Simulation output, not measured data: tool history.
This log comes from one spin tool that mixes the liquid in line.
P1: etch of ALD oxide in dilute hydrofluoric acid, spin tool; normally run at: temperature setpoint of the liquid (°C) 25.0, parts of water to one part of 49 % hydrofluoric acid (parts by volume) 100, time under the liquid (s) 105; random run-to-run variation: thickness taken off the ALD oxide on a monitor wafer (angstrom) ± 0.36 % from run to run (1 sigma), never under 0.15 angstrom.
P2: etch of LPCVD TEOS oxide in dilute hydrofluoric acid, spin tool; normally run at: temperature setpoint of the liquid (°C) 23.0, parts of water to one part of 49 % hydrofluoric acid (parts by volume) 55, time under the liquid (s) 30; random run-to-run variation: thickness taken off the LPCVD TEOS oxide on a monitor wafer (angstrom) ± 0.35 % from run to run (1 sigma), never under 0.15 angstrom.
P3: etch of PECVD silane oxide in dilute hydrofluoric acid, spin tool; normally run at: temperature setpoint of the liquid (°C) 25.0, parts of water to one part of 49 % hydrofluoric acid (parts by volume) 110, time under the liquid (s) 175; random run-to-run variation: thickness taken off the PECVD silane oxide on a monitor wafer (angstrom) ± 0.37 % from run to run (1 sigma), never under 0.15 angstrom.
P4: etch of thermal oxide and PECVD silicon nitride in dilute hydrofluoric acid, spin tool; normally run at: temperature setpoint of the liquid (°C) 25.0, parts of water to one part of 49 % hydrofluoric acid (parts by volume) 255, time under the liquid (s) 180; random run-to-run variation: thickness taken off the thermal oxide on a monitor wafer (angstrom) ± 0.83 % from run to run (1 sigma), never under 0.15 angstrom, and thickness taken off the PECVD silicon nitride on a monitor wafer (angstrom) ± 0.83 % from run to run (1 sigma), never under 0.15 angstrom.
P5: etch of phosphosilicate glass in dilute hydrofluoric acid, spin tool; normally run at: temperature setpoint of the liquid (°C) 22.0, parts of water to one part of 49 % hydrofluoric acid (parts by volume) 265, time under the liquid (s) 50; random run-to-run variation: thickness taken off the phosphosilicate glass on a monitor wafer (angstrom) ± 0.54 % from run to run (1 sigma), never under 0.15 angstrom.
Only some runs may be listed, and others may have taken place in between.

run,hour,process that ran,temperature setpoint of the liquid (°C),parts of water to one part of 49 % hydrofluoric acid (parts by volume),time under the liquid (s),hours since the thermometer was replaced,hours since the hydrofluoric acid flow meter was replaced,thickness taken off the ALD oxide on a monitor wafer (angstrom),thickness taken off the thermal oxide on a monitor wafer (angstrom),thickness taken off the PECVD silicon nitride on a monitor wafer (angstrom),thickness taken off the phosphosilicate glass on a monitor wafer (angstrom),thickness taken off the LPCVD TEOS oxide on a monitor wafer (angstrom),thickness taken off the PECVD silane oxide on a monitor wafer (angstrom)
1,4.2,P1,25.0,100,105,381.6,1035.7,179.530,,,,,
2,8.6,P4,25.0,110,180,386.0,1040.1,,79.350,59.276,,,
3,12.8,P1,33.5,100,105,390.2,1044.3,247.350,,,,,
4,16.4,P5,22.0,90,50,393.8,1047.9,,,,1028.10,,
5,20.5,P1,20.0,100,105,397.9,1052.0,146.770,,,,,
6,22.6,P5,22.0,265,50,400.0,1054.1,,,,293.01,,
7,25.1,P5,22.0,265,85,402.5,1056.6,,,,490.07,,
8,29.4,P2,27.5,55,30,406.8,1060.9,,,,,256.74,
9,31.4,P4,32.0,255,180,408.8,1062.9,,37.540,39.147,,,
10,35.6,P3,25.0,110,60,413.0,1067.1,,,,,,170.93
11,38.2,P5,17.0,265,50,415.6,1069.7,,,,240.07,,
12,42.6,P3,17.5,110,175,420.0,1074.1,,,,,,367.44
13,47.0,P4,25.0,255,180,424.4,1078.5,,29.478,25.298,,,
14,50.7,P1,25.0,100,105,428.1,1082.2,179.640,,,,,
15,52.8,P3,25.0,110,175,430.2,1084.3,,,,,,499.24
16,56.0,P1,25.0,100,105,433.4,1087.5,179.570,,,,,
17,60.3,P1,25.0,100,105,437.7,1091.8,179.580,,,,,
18,62.8,P1,25.0,145,105,440.2,1094.3,117.380,,,,,
19,66.1,P2,23.0,90,30,443.5,1097.6,,,,,125.31,
20,70.1,P1,32.5,100,15,447.5,1101.6,34.104,,,,,
21,73.5,P4,25.0,255,95,450.9,1105.0,,15.722,13.631,,,
22,76.4,P1,25.0,100,180,453.8,1107.9,307.240,,,,,
23,78.6,P3,25.0,20,175,456.0,1110.1,,,,,,3083.20
24,81.5,P2,23.0,55,15,458.9,1113.0,,,,,107.25,
25,85.7,P1,25.0,40,105,463.1,1117.2,485.560,,,,,
26,90.1,P1,25.0,100,15,467.5,1121.6,25.652,,,,,
27,93.1,P4,25.0,255,180,470.5,1124.6,,29.502,25.591,,,
28,95.4,P1,29.0,100,40,472.8,1126.9,79.886,,,,,
29,98.7,P2,23.0,55,30,476.1,1130.2,,,,,213.97,
30,103.1,P1,25.0,100,105,480.5,1134.6,179.340,,,,,
31,106.2,P1,25.0,100,105,483.6,1137.7,173.990,,,,,
32,109.8,P1,25.0,100,105,487.2,1141.3,169.940,,,,,
33,113.6,P1,25.0,100,105,491.0,1145.1,169.280,,,,,
34,116.2,P1,25.0,100,105,493.6,1147.7,166.630,,,,,
35,119.2,P1,25.0,100,105,496.6,1150.7,166.770,,,,,
36,122.5,P1,25.0,100,105,499.9,1154.0,165.490,,,,,
37,126.6,P1,25.0,100,105,504.0,1158.1,164.620,,,,,
38,130.2,P1,25.0,100,105,507.6,1161.7,165.410,,,,,

P1 has crept away from where it was. The log is fitted equally well by each of these 2 causes, at the sizes shown:
A: liquid colder than its thermometer reads (K) = 2.11
B: hydrofluoric acid flow below the setpoint (%) = 7.12
The creep began at about hour 103.1.

The list below offers 4 check runs, each averaging the results of 2 wafers, and shows each result as a question mark. For which of them would the listed causes give clearly different results?
check 1,133.8,P2,23.0,75,30,,,,,,,?,
check 2,133.8,P4,30.5,150,180,,,,?,?,,,
check 3,133.8,P5,22.0,100,50,,,,,,?,,
check 4,133.8,P3,20.5,110,175,,,,,,,,?

How each check would come out, cause by cause:
check,result,if A,if B
check 1,thickness taken off the LPCVD TEOS oxide on a monitor wafer (angstrom),140.39,141.19
check 2,thickness taken off the thermal oxide on a monitor wafer (angstrom),63.542,62.741
check 2,thickness taken off the PECVD silicon nitride on a monitor wafer (angstrom),54.029,57.061
check 3,thickness taken off the phosphosilicate glass on a monitor wafer (angstrom),839.26,841.87
check 4,thickness taken off the PECVD silane oxide on a monitor wafer (angstrom),382.17,383.46
Separation of the two closest causes in each check, using whichever result separates them best: check 1 0.57 %; check 2 5.46 %; check 3 0.31 %; check 4 0.34 %
The other checks would show nearly matching results whichever cause is true, so check 2 is the only one that separates the causes.

After running check 2, the following was obtained: thickness taken off the thermal oxide on a monitor wafer (angstrom) 62.017; thickness taken off the PECVD silicon nitride on a monitor wafer (angstrom) 57.264. Which cause does this point to?

The cause is B: hydrofluoric acid flow below the setpoint (%).
